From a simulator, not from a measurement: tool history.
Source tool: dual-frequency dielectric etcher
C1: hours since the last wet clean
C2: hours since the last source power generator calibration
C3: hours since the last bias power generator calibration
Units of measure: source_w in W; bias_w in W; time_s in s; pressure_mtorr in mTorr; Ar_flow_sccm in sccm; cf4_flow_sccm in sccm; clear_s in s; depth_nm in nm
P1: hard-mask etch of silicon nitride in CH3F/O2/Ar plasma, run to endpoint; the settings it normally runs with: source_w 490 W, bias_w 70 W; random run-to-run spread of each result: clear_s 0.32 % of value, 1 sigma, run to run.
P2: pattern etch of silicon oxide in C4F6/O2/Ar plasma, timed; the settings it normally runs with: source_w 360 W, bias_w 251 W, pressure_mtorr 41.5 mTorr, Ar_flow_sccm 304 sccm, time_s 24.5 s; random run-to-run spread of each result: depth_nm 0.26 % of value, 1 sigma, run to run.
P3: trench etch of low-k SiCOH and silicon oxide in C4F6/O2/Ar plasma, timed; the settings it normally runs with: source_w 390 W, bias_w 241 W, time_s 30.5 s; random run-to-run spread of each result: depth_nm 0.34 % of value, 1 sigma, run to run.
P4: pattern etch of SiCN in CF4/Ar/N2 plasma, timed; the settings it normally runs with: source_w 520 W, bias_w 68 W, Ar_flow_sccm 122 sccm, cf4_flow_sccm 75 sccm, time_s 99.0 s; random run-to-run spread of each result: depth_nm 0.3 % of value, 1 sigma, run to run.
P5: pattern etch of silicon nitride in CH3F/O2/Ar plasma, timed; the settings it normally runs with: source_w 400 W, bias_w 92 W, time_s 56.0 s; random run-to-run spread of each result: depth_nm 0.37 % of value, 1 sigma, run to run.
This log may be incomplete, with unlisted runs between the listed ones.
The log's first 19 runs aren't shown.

Run 20, hour 68.6: process P4, source_w 520 W, bias_w 68 W, time_s 132.5 s, Ar_flow_sccm 122 sccm, cf4_flow_sccm 75 sccm; C1 451.7; C2 642.1; C3 1507.0. Result: depth_nm 127.330 nm.
Run 21, hour 73.8: process P2, source_w 360 W, bias_w 251 W, time_s 24.5 s, pressure_mtorr 41.5 mTorr, Ar_flow_sccm 178 sccm; C1 456.9; C2 647.3; C3 1512.2. Result: depth_nm 85.008 nm.
Run 22, hour 76.7: process P5, source_w 400 W, bias_w 92 W, time_s 56.0 s; C1 459.8; C2 650.2; C3 1515.1. Result: depth_nm 41.519 nm.
Run 23, hour 81.7: process P4, source_w 520 W, bias_w 68 W, time_s 99.0 s, Ar_flow_sccm 122 sccm, cf4_flow_sccm 75 sccm; C1 464.8; C2 655.2; C3 1520.1. Result: depth_nm 95.110 nm.
Run 24, hour 86.0: process P3, source_w 390 W, bias_w 241 W, time_s 41.5 s; C1 469.1; C2 659.5; C3 1524.4. Result: depth_nm 139.890 nm.
Run 25, hour 88.6: process P2, source_w 360 W, bias_w 251 W, time_s 24.5 s, pressure_mtorr 53.0 mTorr, Ar_flow_sccm 304 sccm; C1 471.7; C2 662.1; C3 1527.0. Result: depth_nm 77.507 nm.
Run 26, hour 92.1: process P4, source_w 520 W, bias_w 68 W, time_s 99.0 s, Ar_flow_sccm 122 sccm, cf4_flow_sccm 48 sccm; C1 475.2; C2 665.6; C3 1530.5. Result: depth_nm 88.034 nm.
Run 27, hour 96.9: process P1, source_w 370 W, bias_w 70 W; C1 480.0; C2 670.4; C3 1535.3. Result: clear_s 63.577 s.
Run 28, hour 102.1: process P1, source_w 490 W, bias_w 70 W; C1 485.2; C2 675.6; C3 1540.5. Result: clear_s 57.196 s.
Run 29, hour 106.6: process P2, source_w 360 W, bias_w 251 W, time_s 24.5 s, pressure_mtorr 41.5 mTorr, Ar_flow_sccm 304 sccm; C1 489.7; C2 680.1; C3 1545.0. Result: depth_nm 79.400 nm.
Run 30, hour 111.8: process P4, source_w 520 W, bias_w 68 W, time_s 99.0 s, Ar_flow_sccm 72 sccm, cf4_flow_sccm 75 sccm; C1 494.9; C2 685.3; C3 1550.2. Result: depth_nm 102.530 nm.
Run 31, hour 115.3: process P1, source_w 490 W, bias_w 70 W; C1 498.4; C2 688.8; C3 1553.7. Result: clear_s 57.392 s.
Run 32, hour 118.2: process P5, source_w 400 W, bias_w 92 W, time_s 74.0 s; C1 501.3; C2 691.7; C3 1556.6. Result: depth_nm 54.762 nm.
Run 33, hour 121.3: process P5, source_w 570 W, bias_w 92 W, time_s 56.0 s; C1 504.4; C2 694.8; C3 1559.7. Result: depth_nm 47.575 nm.
Run 34, hour 124.6: process P1, source_w 490 W, bias_w 70 W; C1 507.7; C2 698.1; C3 1563.0. Result: clear_s 57.273 s.
Run 35, hour 128.7: process P4, source_w 520 W, bias_w 50 W, time_s 99.0 s, Ar_flow_sccm 122 sccm, cf4_flow_sccm 75 sccm; C1 511.8; C2 702.2; C3 1567.1. Result: depth_nm 85.655 nm.
Run 36, hour 132.0: process P1, source_w 490 W, bias_w 70 W; C1 515.1; C2 705.5; C3 1570.4. Result: clear_s 57.365 s.
Run 37, hour 134.7: process P1, source_w 490 W, bias_w 70 W; C1 517.8; C2 708.2; C3 1573.1. Result: clear_s 56.848 s.
Run 38, hour 139.2: process P1, source_w 490 W, bias_w 70 W; C1 522.3; C2 712.7; C3 1577.6. Result: clear_s 56.435 s.
Run 39, hour 143.9: process P1, source_w 490 W, bias_w 70 W; C1 527.0; C2 717.4; C3 1582.3. Result: clear_s 56.614 s.

Run 40 is up next; what results do you expect?
Run 40, hour 146.8: process P1, source_w 490 W, bias_w 70 W; C1 529.9; C2 720.3; C3 1585.2. Result: clear_s ?.

{"run 40": {"clear_s": 56.559}}
